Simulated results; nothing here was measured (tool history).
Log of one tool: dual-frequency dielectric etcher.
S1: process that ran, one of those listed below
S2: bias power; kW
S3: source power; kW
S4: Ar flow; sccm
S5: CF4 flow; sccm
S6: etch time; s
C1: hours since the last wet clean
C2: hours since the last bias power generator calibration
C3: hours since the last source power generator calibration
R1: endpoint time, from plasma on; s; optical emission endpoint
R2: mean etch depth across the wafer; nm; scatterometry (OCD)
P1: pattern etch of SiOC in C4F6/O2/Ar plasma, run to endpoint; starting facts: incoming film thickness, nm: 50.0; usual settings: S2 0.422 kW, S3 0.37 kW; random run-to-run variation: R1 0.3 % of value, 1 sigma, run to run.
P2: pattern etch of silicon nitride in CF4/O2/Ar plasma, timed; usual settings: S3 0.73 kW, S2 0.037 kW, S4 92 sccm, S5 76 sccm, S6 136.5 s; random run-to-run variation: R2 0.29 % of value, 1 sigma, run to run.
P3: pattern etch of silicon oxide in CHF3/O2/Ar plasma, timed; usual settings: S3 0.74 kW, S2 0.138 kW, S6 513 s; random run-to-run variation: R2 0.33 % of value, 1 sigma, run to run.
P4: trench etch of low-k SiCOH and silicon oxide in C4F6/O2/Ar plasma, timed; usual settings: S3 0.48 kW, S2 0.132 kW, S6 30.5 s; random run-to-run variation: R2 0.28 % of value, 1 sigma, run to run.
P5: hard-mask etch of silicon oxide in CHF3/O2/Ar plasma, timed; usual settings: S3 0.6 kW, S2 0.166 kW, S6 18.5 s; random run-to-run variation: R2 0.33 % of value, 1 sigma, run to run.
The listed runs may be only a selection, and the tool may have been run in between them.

run 1 hour=6.1 | S1=P1 S2=0.422 S3=0.37 | C1=330.5 C2=735.8 C3=641.2 | R1=18.892
run 2 hour=11 | S1=P2 S2=0.052 S3=0.73 S4=92 S5=76 S6=136.5 | C1=335.4 C2=740.7 C3=646.1 | R2=360.58
run 3 hour=15.8 | S1=P5 S2=0.166 S3=0.6 S6=18.5 | C1=340.2 C2=745.5 C3=650.9 | R2=35.466
run 4 hour=21.5 | S1=P1 S2=0.249 S3=0.37 | C1=345.9 C2=751.2 C3=656.6 | R1=22.811
run 5 hour=27.6 | S1=P2 S2=0.037 S3=0.73 S4=123 S5=76 S6=136.5 | C1=352 C2=757.3 C3=662.7 | R2=302.18
run 6 hour=30.5 | S1=P2 S2=0.037 S3=0.73 S4=92 S5=51 S6=136.5 | C1=354.9 C2=760.2 C3=665.6 | R2=296.76
run 7 hour=36.4 | S1=P1 S2=0.422 S3=0.37 | C1=360.8 C2=766.1 C3=671.5 | R1=18.863
run 8 hour=39.2 | S1=P5 S2=0.111 S3=0.6 S6=18.5 | C1=363.6 C2=768.9 C3=674.3 | R2=31.043
run 9 hour=44.1 | S1=P5 S2=0.166 S3=0.76 S6=18.5 | C1=368.5 C2=773.8 C3=679.2 | R2=38.683
run 10 hour=47.9 | S1=P4 S2=0.08 S3=0.48 S6=30.5 | C1=372.3 C2=777.6 C3=683 | R2=80.882
run 11 hour=50.8 | S1=P1 S2=0.559 S3=0.37 | C1=375.2 C2=780.5 C3=685.9 | R1=16.985
run 12 hour=54.6 | S1=P5 S2=0.166 S3=0.6 S6=14 | C1=379 C2=784.3 C3=689.7 | R2=26.828
run 13 hour=57.5 | S1=P1 S2=0.422 S3=0.47 | C1=381.9 C2=787.2 C3=692.6 | R1=17.262
run 14 hour=61.1 | S1=P3 S2=0.138 S3=0.74 S6=681 | C1=385.5 C2=790.8 C3=696.2 | R2=1288.5
run 15 hour=65.3 | S1=P4 S2=0.132 S3=0.48 S6=17 | C1=389.7 C2=795 C3=700.4 | R2=51.43
run 16 hour=70.1 | S1=P1 S2=0.422 S3=0.37 | C1=394.5 C2=799.8 C3=705.2 | R1=18.848
run 17 hour=74.1 | S1=P4 S2=0.132 S3=0.48 S6=30.5 | C1=398.5 C2=803.8 C3=709.2 | R2=92.548
run 18 hour=77.1 | S1=P1 S2=0.422 S3=0.37 | C1=401.5 C2=806.8 C3=712.2 | R1=18.723
run 19 hour=80.2 | S1=P2 S2=0.037 S3=0.73 S4=92 S5=76 S6=136.5 | C1=404.6 C2=809.9 C3=715.3 | R2=316.75
run 20 hour=86.3 | S1=P2 S2=0.037 S3=0.73 S4=92 S5=76 S6=136.5 | C1=410.7 C2=816 C3=721.4 | R2=318.23
run 21 hour=89.7 | S1=P1 S2=0.422 S3=0.37 | C1=414.1 C2=819.4 C3=724.8 | R1=18.862
run 22 hour=94.6 | S1=P1 S2=0.422 S3=0.37 | C1=419 C2=824.3 C3=729.7 | R1=18.875
run 23 hour=99.2 | S1=P3 S2=0.138 S3=0.74 S6=513 | C1=423.6 C2=828.9 C3=734.3 | R2=971.34
run 24 hour=103.4 | S1=P1 S2=0.422 S3=0.26 | C1=427.8 C2=833.1 C3=738.5 | R1=21.562
run 25 hour=109 | S1=P4 S2=0.132 S3=0.48 S6=30.5 | C1=433.4 C2=838.7 C3=744.1 | R2=92.26
run 26 hour=113.7 | S1=P1 S2=0.33 S3=0.46 | C1=438.1 C2=843.4 C3=748.8 | R1=18.989
run 27 hour=118.5 | S1=P4 S2=0.132 S3=0.39 S6=30.5 | C1=442.9 C2=848.2 C3=753.6 | R2=84.976
run 28 hour=124.3 | S1=P3 S2=0.138 S3=0.93 S6=513 | C1=448.7 C2=854 C3=759.4 | R2=1064
run 29 hour=127.4 | S1=P2 S2=0.037 S3=0.73 S4=92 S5=76 S6=180 | C1=451.8 C2=857.1 C3=762.5 | R2=417.92
run 30 hour=130.9 | S1=P1 S2=0.422 S3=0.37 | C1=455.3 C2=860.6 C3=766 | R1=18.92
run 31 hour=134.7 | S1=P3 S2=0.168 S3=0.74 S6=513 | C1=459.1 C2=864.4 C3=769.8 | R2=1032.4
run 32 hour=139.4 | S1=P1 S2=0.503 S3=0.49 | C1=463.8 C2=869.1 C3=774.5 | R1=15.863
run 33 hour=145.4 | S1=P2 S2=0.037 S3=1.01 S4=92 S5=76 S6=136.5 | C1=469.8 C2=875.1 C3=780.5 | R2=422.3
run 34 hour=150.7 | S1=P1 S2=0.422 S3=0.37 | C1=475.1 C2=880.4 C3=785.8 | R1=18.955
run 35 hour=155.3 | S1=P1 S2=0.422 S3=0.37 | C1=479.7 C2=885 C3=790.4 | R1=18.988
run 36 hour=159.7 | S1=P1 S2=0.422 S3=0.37 | C1=484.1 C2=889.4 C3=794.8 | R1=19.111
run 37 hour=164.3 | S1=P1 S2=0.422 S3=0.37 | C1=488.7 C2=894 C3=799.4 | R1=19.079
run 38 hour=168 | S1=P1 S2=0.422 S3=0.37 | C1=492.4 C2=897.7 C3=803.1 | R1=19.21
run 39 hour=174.2 | S1=P1 S2=0.422 S3=0.37 | C1=498.6 C2=903.9 C3=809.3 | R1=19.279
run 40 hour=178.3 | S1=P1 S2=0.422 S3=0.37 | C1=502.7 C2=908 C3=813.4 | R1=19.171
run 41 hour=181.9 | S1=P1 S2=0.422 S3=0.37 | C1=506.3 C2=911.6 C3=817 | R1=19.219
-- hour=183.2 wet clean of the chamber
run 42 hour=186.9 | S1=P1 S2=0.422 S3=0.37 | C1=3.7 C2=916.6 C3=822 | R1=19.254
run 43 hour=192 | S1=P1 S2=0.422 S3=0.37 | C1=8.8 C2=921.7 C3=827.1 | R1=19.186
run 44 hour=194.6 | S1=P1 S2=0.422 S3=0.37 | C1=11.4 C2=924.3 C3=829.7 | R1=19.238

Something has made what P1 gives creep away from where it was; the 2 causes below, each at its own stated size, fit the log equally well:
A: source power that arrives under what is set, % = 4.47
B: bias power that arrives under what is set, % = 4.55
The gradual shift began around hour 150.7.
All other causes, with the reason each is excluded:
chamber walls in a state that lowers the etch rate, %: serviced at hour 183.2, after the drift had started, without restoring the earlier output

Question marks stand in for the results of the 4 check runs listed below, each run on one wafer. Under which run would the listed causes show clearly different results?
run check 1 hour=197.2 | S1=P4 S2=0.132 S3=0.48 S6=30.5 | R2=?
run check 2 hour=197.2 | S1=P5 S2=0.166 S3=0.6 S6=18.5 | R2=?
run check 3 hour=197.2 | S1=P2 S2=0.037 S3=0.73 S4=92 S5=76 S6=136.5 | R2=?
run check 4 hour=197.2 | S1=P3 S2=0.138 S3=0.74 S6=513 | R2=?

Expected result of each check under each candidate cause:
check=check_1 result=R2 if_A=90.661 if_B=91.101
check=check_2 result=R2 if_A=34.719 if_B=34.797
check=check_3 result=R2 if_A=305.03 if_B=312.48
check=check_4 result=R2 if_A=953.37 if_B=956.61
Separation of the two closest causes in each check, using whichever result separates them best: check 1 0.48 %; check 2 0.22 %; check 3 2.41 %; check 4 0.34 %
The other checks would show nearly matching results whichever cause is true, so check 3 is the only one that separates the causes.

The results of check 3 are: R2 306.37 nm. Based on these, which of the listed causes is it?

The cause is A: source power that arrives under what is set, %.
